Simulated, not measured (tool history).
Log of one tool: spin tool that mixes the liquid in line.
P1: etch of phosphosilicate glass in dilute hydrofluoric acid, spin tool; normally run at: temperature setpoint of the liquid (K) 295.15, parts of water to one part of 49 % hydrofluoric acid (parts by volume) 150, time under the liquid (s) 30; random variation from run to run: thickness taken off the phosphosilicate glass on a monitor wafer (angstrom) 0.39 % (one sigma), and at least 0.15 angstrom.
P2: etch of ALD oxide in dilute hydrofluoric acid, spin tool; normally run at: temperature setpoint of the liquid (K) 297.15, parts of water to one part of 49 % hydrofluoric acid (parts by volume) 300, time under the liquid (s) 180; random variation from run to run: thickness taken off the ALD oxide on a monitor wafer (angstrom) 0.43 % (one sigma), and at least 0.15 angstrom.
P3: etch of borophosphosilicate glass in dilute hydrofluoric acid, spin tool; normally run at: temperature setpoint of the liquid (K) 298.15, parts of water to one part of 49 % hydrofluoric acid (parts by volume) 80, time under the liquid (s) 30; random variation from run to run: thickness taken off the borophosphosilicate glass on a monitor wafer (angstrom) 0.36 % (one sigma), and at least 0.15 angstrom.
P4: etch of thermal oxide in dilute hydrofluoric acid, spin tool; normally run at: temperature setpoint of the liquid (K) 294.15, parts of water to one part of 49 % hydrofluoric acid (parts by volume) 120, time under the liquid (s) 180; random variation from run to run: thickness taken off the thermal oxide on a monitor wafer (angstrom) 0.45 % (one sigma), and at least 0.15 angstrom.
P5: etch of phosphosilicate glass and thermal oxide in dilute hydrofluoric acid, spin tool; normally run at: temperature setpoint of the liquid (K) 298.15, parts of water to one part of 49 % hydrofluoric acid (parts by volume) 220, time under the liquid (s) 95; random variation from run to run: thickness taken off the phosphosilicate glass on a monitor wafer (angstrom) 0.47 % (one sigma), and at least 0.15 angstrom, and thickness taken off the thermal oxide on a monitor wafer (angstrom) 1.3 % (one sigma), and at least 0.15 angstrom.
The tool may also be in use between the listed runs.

run	day	process that ran	temperature setpoint of the liquid (K)	parts of water to one part of 49 % hydrofluoric acid (parts by volume)	time under the liquid (s)	hours since the thermometer was replaced	hours since the hydrofluoric acid flow meter was replaced	thickness taken off the phosphosilicate glass on a monitor wafer (angstrom)	thickness taken off the borophosphosilicate glass on a monitor wafer (angstrom)	thickness taken off the thermal oxide on a monitor wafer (angstrom)	thickness taken off the ALD oxide on a monitor wafer (angstrom)
1	0.725	P1	295.15	150	30	1297.9	341.6	264.310			
2	1.042	P3	298.15	80	15	1305.5	349.2		57.039		
3	1.750	P5	298.15	220	95	1322.5	366.2	294.900		18.3880	
4	2.425	P4	294.15	120	180	1338.7	382.4			63.0410	
5	3.067	P1	295.15	235	30	1354.1	397.8	154.520			
6	3.521	P3	298.15	80	30	1365.0	408.7		113.230		
7	4.225	P2	297.15	300	315	1381.9	425.6				259.38
8	4.633	P1	301.65	150	50	1391.7	435.4	563.790			
9	4.950	P1	291.65	70	30	1399.3	443.0	538.810			
10	5.646	P3	303.65	80	30	1416.0	459.7		141.280		
11	6.204	P4	300.65	120	180	1429.4	473.1			80.4550	
12	6.558	P2	297.15	545	180	1437.9	481.6				65.17
13	7.217	P1	295.15	55	30	1453.7	497.4	809.540			
14	7.808	P2	297.15	300	180	1467.9	511.6				148.22
15	8.204	P1	303.15	150	30	1477.4	521.1	358.490			
16	8.738	P2	303.65	300	180	1490.2	533.9				184.33
17	9.183	P1	295.15	150	30	1500.9	544.6	264.300			
18	9.646	P5	302.65	220	95	1512.0	555.7	349.790		21.9130	
19	10.112	P1	295.15	150	30	1523.2	566.9	264.500			
20	10.746	P5	298.15	220	95	1538.4	582.1	298.540		18.2740	
21	11.058	P3	298.15	30	30	1545.9	589.6		322.850		
22	11.575	P1	295.15	150	30	1558.3	602.0	265.130			
23	11.892	P1	295.15	150	55	1565.9	609.6	484.090			
24	12.408	P1	290.15	150	30	1578.3	622.0	217.140			
25	13.004	P1	295.15	265	45	1592.6	636.3	199.400			
26	13.717	P4	294.15	120	35	1609.7	653.4			12.0120	
27	14.325	P4	294.15	65	180	1624.3	668.0			122.7300	
28	14.696	P4	294.15	120	180	1633.2	676.9			62.6080	
29	15.042	P1	295.15	150	30	1641.5	685.2	265.480			
30	15.438	P1	295.15	150	30	1651.0	694.7	264.980			
31	16.025	P1	295.15	150	15	1665.1	708.8	132.410			
32	16.483	P3	298.15	80	30	1676.1	719.8		112.380		
33	16.942	P5	298.15	100	95	1687.1	730.8	751.120		45.8900	
34	17.367	P2	297.15	300	180	1697.3	741.0				147.82
35	18.008	P5	298.15	220	15	1712.7	756.4	47.203		2.8044	
36	18.579	P1	295.15	150	30	1726.4	770.1	264.870			

The next listed run, before its measurement:
37	18.908	P1	295.15	150	30	1734.3	778.0	?			

thickness taken off the phosphosilicate glass on a monitor wafer (angstrom): 274.060

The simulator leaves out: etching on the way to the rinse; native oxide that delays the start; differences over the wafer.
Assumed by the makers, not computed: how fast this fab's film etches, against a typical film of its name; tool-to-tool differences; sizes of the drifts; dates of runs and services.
